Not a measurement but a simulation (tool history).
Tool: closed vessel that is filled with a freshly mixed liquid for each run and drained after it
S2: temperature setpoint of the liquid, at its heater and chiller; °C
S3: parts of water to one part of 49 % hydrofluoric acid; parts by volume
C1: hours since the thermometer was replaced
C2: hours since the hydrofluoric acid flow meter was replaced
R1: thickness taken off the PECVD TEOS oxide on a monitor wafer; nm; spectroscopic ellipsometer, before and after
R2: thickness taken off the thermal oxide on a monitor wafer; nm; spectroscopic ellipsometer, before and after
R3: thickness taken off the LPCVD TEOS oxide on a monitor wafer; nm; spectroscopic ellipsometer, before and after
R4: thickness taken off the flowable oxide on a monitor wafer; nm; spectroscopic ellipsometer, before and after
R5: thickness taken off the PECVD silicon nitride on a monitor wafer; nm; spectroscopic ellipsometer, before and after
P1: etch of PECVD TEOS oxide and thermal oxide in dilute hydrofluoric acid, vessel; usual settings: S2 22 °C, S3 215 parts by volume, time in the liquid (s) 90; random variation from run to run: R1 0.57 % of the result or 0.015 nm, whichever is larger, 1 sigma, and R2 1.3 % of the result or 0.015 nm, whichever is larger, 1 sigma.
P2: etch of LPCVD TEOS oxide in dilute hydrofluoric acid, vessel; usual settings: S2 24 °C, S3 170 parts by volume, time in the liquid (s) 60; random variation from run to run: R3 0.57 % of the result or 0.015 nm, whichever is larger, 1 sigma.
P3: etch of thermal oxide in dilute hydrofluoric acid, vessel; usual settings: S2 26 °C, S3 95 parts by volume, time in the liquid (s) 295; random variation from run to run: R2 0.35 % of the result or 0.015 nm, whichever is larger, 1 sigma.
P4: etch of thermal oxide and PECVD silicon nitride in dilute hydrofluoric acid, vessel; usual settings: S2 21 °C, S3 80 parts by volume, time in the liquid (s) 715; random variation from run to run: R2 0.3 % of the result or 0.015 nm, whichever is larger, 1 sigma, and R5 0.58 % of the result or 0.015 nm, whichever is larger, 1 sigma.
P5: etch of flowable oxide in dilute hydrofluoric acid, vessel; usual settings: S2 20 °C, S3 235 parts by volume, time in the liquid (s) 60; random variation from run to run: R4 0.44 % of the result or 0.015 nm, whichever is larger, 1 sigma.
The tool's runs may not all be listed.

{"run": 1, "day": 0.438, "process that ran": "P1", "S2": 22, "S3": 215, "time in the liquid (s)": 90, "C1": 230.1, "C2": 1520.6, "R1": 7.7278, "R2": 1.7286}
{"run": 2, "day": 0.954, "process that ran": "P1", "S2": 22, "S3": 215, "time in the liquid (s)": 90, "C1": 242.5, "C2": 1533, "R1": 7.6957, "R2": 1.7111}
{"run": 3, "day": 1.412, "process that ran": "P1", "S2": 22, "S3": 45, "time in the liquid (s)": 90, "C1": 253.5, "C2": 1544, "R1": 44.748, "R2": 9.8936}
{"run": 4, "day": 1.938, "process that ran": "P1", "S2": 22, "S3": 315, "time in the liquid (s)": 90, "C1": 266.1, "C2": 1556.6, "R1": 4.7543, "R2": 1.0456}
{"run": 5, "day": 2.45, "process that ran": "P2", "S2": 24, "S3": 170, "time in the liquid (s)": 60, "C1": 278.4, "C2": 1568.9, "R3": 10.694}
{"run": 6, "day": 2.792, "process that ran": "P1", "S2": 22, "S3": 215, "time in the liquid (s)": 90, "C1": 286.6, "C2": 1577.1, "R1": 7.6986, "R2": 1.6832}
{"run": 7, "day": 3.162, "process that ran": "P5", "S2": 20, "S3": 235, "time in the liquid (s)": 30, "C1": 295.5, "C2": 1586, "R4": 2.728}
{"run": 8, "day": 3.467, "process that ran": "P2", "S2": 24, "S3": 170, "time in the liquid (s)": 30, "C1": 302.8, "C2": 1593.3, "R3": 5.3515}
{"run": 9, "day": 3.821, "process that ran": "P1", "S2": 22, "S3": 215, "time in the liquid (s)": 90, "C1": 311.3, "C2": 1601.8, "R1": 7.6466, "R2": 1.7696}
{"run": 10, "day": 4.146, "process that ran": "P2", "S2": 24, "S3": 170, "time in the liquid (s)": 60, "C1": 319.1, "C2": 1609.6, "R3": 10.824}
{"run": 11, "day": 4.383, "process that ran": "P4", "S2": 17, "S3": 80, "time in the liquid (s)": 715, "C1": 324.8, "C2": 1615.3, "R2": 31.578, "R5": 14.881}
{"run": 12, "day": 4.625, "process that ran": "P4", "S2": 21, "S3": 80, "time in the liquid (s)": 715, "C1": 330.6, "C2": 1621.1, "R2": 37.551, "R5": 19.737}
{"run": 13, "day": 4.883, "process that ran": "P3", "S2": 26, "S3": 95, "time in the liquid (s)": 295, "C1": 336.8, "C2": 1627.3, "R2": 15.919}
{"run": 14, "day": 5.188, "process that ran": "P1", "S2": 22, "S3": 215, "time in the liquid (s)": 135, "C1": 344.1, "C2": 1634.6, "R1": 11.649, "R2": 2.602}
{"run": 15, "day": 5.521, "process that ran": "P1", "S2": 22, "S3": 215, "time in the liquid (s)": 90, "C1": 352.1, "C2": 1642.6, "R1": 7.6911, "R2": 1.7067}
{"run": 16, "day": 6.017, "process that ran": "P1", "S2": 30, "S3": 375, "time in the liquid (s)": 90, "C1": 364, "C2": 1654.5, "R1": 4.9051, "R2": 1.0913}
{"run": 17, "day": 6.304, "process that ran": "P1", "S2": 17, "S3": 135, "time in the liquid (s)": 90, "C1": 370.9, "C2": 1661.4, "R1": 10.829, "R2": 2.4015}
{"run": 18, "day": 6.562, "process that ran": "P3", "S2": 26, "S3": 40, "time in the liquid (s)": 295, "C1": 377.1, "C2": 1667.6, "R2": 40.377}
{"run": 19, "day": 6.908, "process that ran": "P5", "S2": 17, "S3": 235, "time in the liquid (s)": 60, "C1": 385.4, "C2": 1675.9, "R4": 4.8544}
{"run": 20, "day": 7.279, "process that ran": "P4", "S2": 21, "S3": 80, "time in the liquid (s)": 715, "C1": 394.3, "C2": 1684.8, "R2": 37.597, "R5": 19.727}
{"run": 21, "day": 7.717, "process that ran": "P4", "S2": 21, "S3": 120, "time in the liquid (s)": 715, "C1": 404.8, "C2": 1695.3, "R2": 23.864, "R5": 13.398}
{"run": 22, "day": 7.954, "process that ran": "P5", "S2": 20, "S3": 335, "time in the liquid (s)": 60, "C1": 410.5, "C2": 1701, "R4": 3.5421}
{"run": 23, "day": 8.196, "process that ran": "P3", "S2": 21, "S3": 95, "time in the liquid (s)": 295, "C1": 416.3, "C2": 1706.8, "R2": 13.041}
{"run": 24, "day": 8.717, "process that ran": "P3", "S2": 26, "S3": 95, "time in the liquid (s)": 30, "C1": 428.8, "C2": 1719.3, "R2": 1.6296}
{"run": 25, "day": 9.012, "process that ran": "P1", "S2": 17, "S3": 360, "time in the liquid (s)": 90, "C1": 435.9, "C2": 1726.4, "R1": 3.3375, "R2": 0.74279}
{"run": 26, "day": 9.483, "process that ran": "P5", "S2": 20, "S3": 235, "time in the liquid (s)": 60, "C1": 447.2, "C2": 1737.7, "R4": 5.4377}
{"run": 27, "day": 9.908, "process that ran": "P2", "S2": 17, "S3": 170, "time in the liquid (s)": 60, "C1": 457.4, "C2": 1747.9, "R3": 8.2042}
{"day": 10.025, "done": "thermometer replaced"}
{"run": 28, "day": 10.167, "process that ran": "P1", "S2": 17, "S3": 215, "time in the liquid (s)": 90, "C1": 3.5, "C2": 1754.1, "R1": 6.327, "R2": 1.3956}
{"run": 29, "day": 10.7, "process that ran": "P1", "S2": 22, "S3": 215, "time in the liquid (s)": 35, "C1": 16.3, "C2": 1766.9, "R1": 3.0019, "R2": 0.68732}
{"run": 30, "day": 11.038, "process that ran": "P4", "S2": 21, "S3": 80, "time in the liquid (s)": 1110, "C1": 24.4, "C2": 1775, "R2": 58.062, "R5": 30.472}
{"run": 31, "day": 11.358, "process that ran": "P2", "S2": 24, "S3": 35, "time in the liquid (s)": 60, "C1": 32.1, "C2": 1782.7, "R3": 61.273}
{"run": 32, "day": 11.804, "process that ran": "P1", "S2": 22, "S3": 215, "time in the liquid (s)": 90, "C1": 42.8, "C2": 1793.4, "R1": 7.6936, "R2": 1.7127}
{"run": 33, "day": 12.079, "process that ran": "P1", "S2": 29.5, "S3": 215, "time in the liquid (s)": 90, "C1": 49.4, "C2": 1800, "R1": 9.9915, "R2": 2.2524}
{"run": 34, "day": 12.371, "process that ran": "P1", "S2": 22, "S3": 215, "time in the liquid (s)": 90, "C1": 56.4, "C2": 1807, "R1": 7.7385, "R2": 1.7367}
{"run": 35, "day": 12.788, "process that ran": "P1", "S2": 22, "S3": 215, "time in the liquid (s)": 90, "C1": 66.4, "C2": 1817, "R1": 7.952, "R2": 1.7759}
{"run": 36, "day": 13.188, "process that ran": "P1", "S2": 22, "S3": 215, "time in the liquid (s)": 90, "C1": 76, "C2": 1826.6, "R1": 8.0352, "R2": 1.7925}
{"run": 37, "day": 13.567, "process that ran": "P1", "S2": 22, "S3": 215, "time in the liquid (s)": 90, "C1": 85.1, "C2": 1835.7, "R1": 8.1224, "R2": 1.8306}
{"run": 38, "day": 13.933, "process that ran": "P1", "S2": 22, "S3": 215, "time in the liquid (s)": 90, "C1": 93.9, "C2": 1844.5, "R1": 8.1577, "R2": 1.8293}
{"run": 39, "day": 14.217, "process that ran": "P1", "S2": 22, "S3": 215, "time in the liquid (s)": 90, "C1": 100.7, "C2": 1851.3, "R1": 8.1656, "R2": 1.7866}
{"run": 40, "day": 14.596, "process that ran": "P1", "S2": 22, "S3": 215, "time in the liquid (s)": 90, "C1": 109.8, "C2": 1860.4, "R1": 8.2458, "R2": 1.8048}
{"run": 41, "day": 15.0, "process that ran": "P1", "S2": 22, "S3": 215, "time in the liquid (s)": 90, "C1": 119.5, "C2": 1870.1, "R1": 8.1939, "R2": 1.8619}

What P1 gives has crept away from where it was. These 2 causes fit the log equally well, each at the size given:
A: liquid hotter than its thermometer reads (K) = 1.67
B: hydrofluoric acid flow above the setpoint (%) = 5.21
The creep began at about day 12.371.

4 check runs are offered, one wafer each, their results left as question marks. Which one tells the causes apart?
{"run": "check 1", "day": 15.404, "process that ran": "P4", "S2": 21, "S3": 80, "time in the liquid (s)": 715, "R2": "?", "R5": "?"}
{"run": "check 2", "day": 15.404, "process that ran": "P3", "S2": 26, "S3": 95, "time in the liquid (s)": 295, "R2": "?"}
{"run": "check 3", "day": 15.404, "process that ran": "P5", "S2": 20, "S3": 235, "time in the liquid (s)": 60, "R4": "?"}
{"run": "check 4", "day": 15.404, "process that ran": "P2", "S2": 24, "S3": 170, "time in the liquid (s)": 60, "R3": "?"}

What each check would give under each cause:
check=check_1 result=R2 if_A=40.026 if_B=39.511
check=check_1 result=R5 if_A=21.974 if_B=20.626
check=check_2 result=R2 if_A=16.886 if_B=16.754
check=check_3 result=R4 if_A=5.8131 if_B=5.809
check=check_4 result=R3 if_A=11.445 if_B=11.42
How far apart the two closest causes lie, in the result that separates them most: check 1 6.33 %; check 2 0.79 %; check 3 0.07 %; check 4 0.22 %
Check 1 tells the causes apart: in the others they would give nearly the same result.

Then check 1 was run and gave: R2 40.036 nm; R5 21.967 nm. Which cause is it?

It is A: liquid hotter than its thermometer reads (K).
